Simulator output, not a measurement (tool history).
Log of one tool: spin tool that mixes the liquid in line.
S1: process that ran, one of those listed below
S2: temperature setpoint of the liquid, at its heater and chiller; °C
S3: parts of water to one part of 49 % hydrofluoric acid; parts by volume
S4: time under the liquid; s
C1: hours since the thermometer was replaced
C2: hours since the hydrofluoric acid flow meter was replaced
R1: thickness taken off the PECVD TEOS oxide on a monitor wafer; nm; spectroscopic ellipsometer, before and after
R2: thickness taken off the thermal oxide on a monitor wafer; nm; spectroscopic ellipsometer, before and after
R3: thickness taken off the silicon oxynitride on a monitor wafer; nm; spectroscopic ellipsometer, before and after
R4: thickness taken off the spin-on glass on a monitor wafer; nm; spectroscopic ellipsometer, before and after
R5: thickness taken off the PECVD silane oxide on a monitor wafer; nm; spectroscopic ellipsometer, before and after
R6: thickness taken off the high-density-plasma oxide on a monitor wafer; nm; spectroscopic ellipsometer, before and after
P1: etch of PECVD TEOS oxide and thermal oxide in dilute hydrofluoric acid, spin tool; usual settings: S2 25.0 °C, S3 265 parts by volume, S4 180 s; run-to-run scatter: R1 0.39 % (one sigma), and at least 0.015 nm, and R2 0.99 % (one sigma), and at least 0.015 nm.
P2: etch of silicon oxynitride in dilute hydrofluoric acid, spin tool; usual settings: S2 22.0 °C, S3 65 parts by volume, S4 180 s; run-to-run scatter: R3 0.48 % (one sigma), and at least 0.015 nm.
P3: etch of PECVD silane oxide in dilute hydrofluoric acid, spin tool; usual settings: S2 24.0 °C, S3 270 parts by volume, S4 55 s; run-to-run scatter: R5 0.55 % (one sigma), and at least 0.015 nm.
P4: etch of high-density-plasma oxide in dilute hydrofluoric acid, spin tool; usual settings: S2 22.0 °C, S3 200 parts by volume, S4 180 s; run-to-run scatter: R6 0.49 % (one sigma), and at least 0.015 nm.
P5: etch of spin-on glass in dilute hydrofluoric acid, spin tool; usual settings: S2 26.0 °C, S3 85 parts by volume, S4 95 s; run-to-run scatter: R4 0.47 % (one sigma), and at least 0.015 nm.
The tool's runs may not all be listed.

run,hour,S1,S2,S3,S4,C1,C2,R1,R2,R3,R4,R5,R6
1,6.0,P1,25.0,265,180,578.0,281.7,6.1894,2.7680,,,,
2,11.3,P1,25.0,265,180,583.3,287.0,6.1495,2.7842,,,,
3,17.0,P2,17.0,65,180,589.0,292.7,,,9.6821,,,
4,23.6,P2,22.0,20,180,595.6,299.3,,,41.8230,,,
5,29.5,P5,26.0,85,135,601.5,305.2,,,,69.816,,
6,33.3,P3,24.0,90,55,605.3,309.0,,,,,16.8540,
7,38.6,P4,22.0,200,20,610.6,314.3,,,,,,0.59183
8,44.7,P4,22.0,200,180,616.7,320.4,,,,,,5.30260
9,50.4,P3,32.5,270,55,622.4,326.1,,,,,6.1719,
10,54.3,P5,19.0,85,95,626.3,330.0,,,,37.018,,
11,58.9,P1,29.5,265,180,630.9,334.6,7.1594,3.2664,,,,
12,63.3,P5,26.0,85,95,635.3,339.0,,,,49.391,,
13,69.2,P2,22.0,65,50,641.2,344.9,,,3.4955,,,
14,72.7,P1,19.5,265,180,644.7,348.4,5.0544,2.3258,,,,
15,77.2,P1,25.0,265,180,649.2,352.9,6.1574,2.7366,,,,
16,80.7,P1,25.0,265,180,652.7,356.4,6.1631,2.8008,,,,
17,86.7,P1,25.0,265,340,658.7,362.4,11.6170,5.2601,,,,
18,91.4,P1,25.0,265,180,663.4,367.1,6.1571,2.7896,,,,
19,96.1,P4,22.0,55,180,668.1,371.8,,,,,,22.47900
20,102.2,P1,25.0,265,180,674.2,377.9,6.1310,2.7363,,,,
21,107.3,P1,29.0,265,260,679.3,383.0,10.1350,4.6109,,,,
22,112.3,P1,25.0,265,70,684.3,388.0,2.4022,1.0980,,,,
23,117.5,P1,25.0,75,180,689.5,393.2,27.1850,12.1000,,,,
24,123.0,P2,22.0,65,180,695.0,398.7,,,12.6580,,,
25,128.5,P1,25.0,415,180,700.5,404.2,3.4232,1.5496,,,,
26,133.1,P5,26.0,85,95,705.1,408.8,,,,48.954,,
# hour 133.3: hydrofluoric acid flow meter replaced
27,136.8,P4,28.5,200,180,708.8,3.6,,,,,,6.70730
28,142.8,P3,24.0,270,15,714.8,9.6,,,,,1.2809,
29,149.3,P5,26.0,145,95,721.3,16.1,,,,26.786,,
30,155.0,P3,24.0,270,55,727.0,21.8,,,,,4.6100,
31,159.7,P1,25.0,265,180,731.7,26.5,6.1798,2.7718,,,,
32,165.4,P1,25.0,265,180,737.4,32.2,6.1603,2.7831,,,,
33,168.7,P1,25.0,265,180,740.7,35.5,6.3099,2.8539,,,,
34,175.4,P1,25.0,265,180,747.4,42.2,6.3808,2.9039,,,,
35,179.1,P1,25.0,265,180,751.1,45.9,6.4831,2.8558,,,,
36,184.1,P1,25.0,265,180,756.1,50.9,6.5126,2.9903,,,,
37,189.5,P1,25.0,265,180,761.5,56.3,6.5756,2.9338,,,,

Forecast run 38:
38,194.8,P1,25.0,265,180,766.8,61.6,?,?,,,,

Run 38 gave R1 6.5692 nm, R2 2.9054 nm.

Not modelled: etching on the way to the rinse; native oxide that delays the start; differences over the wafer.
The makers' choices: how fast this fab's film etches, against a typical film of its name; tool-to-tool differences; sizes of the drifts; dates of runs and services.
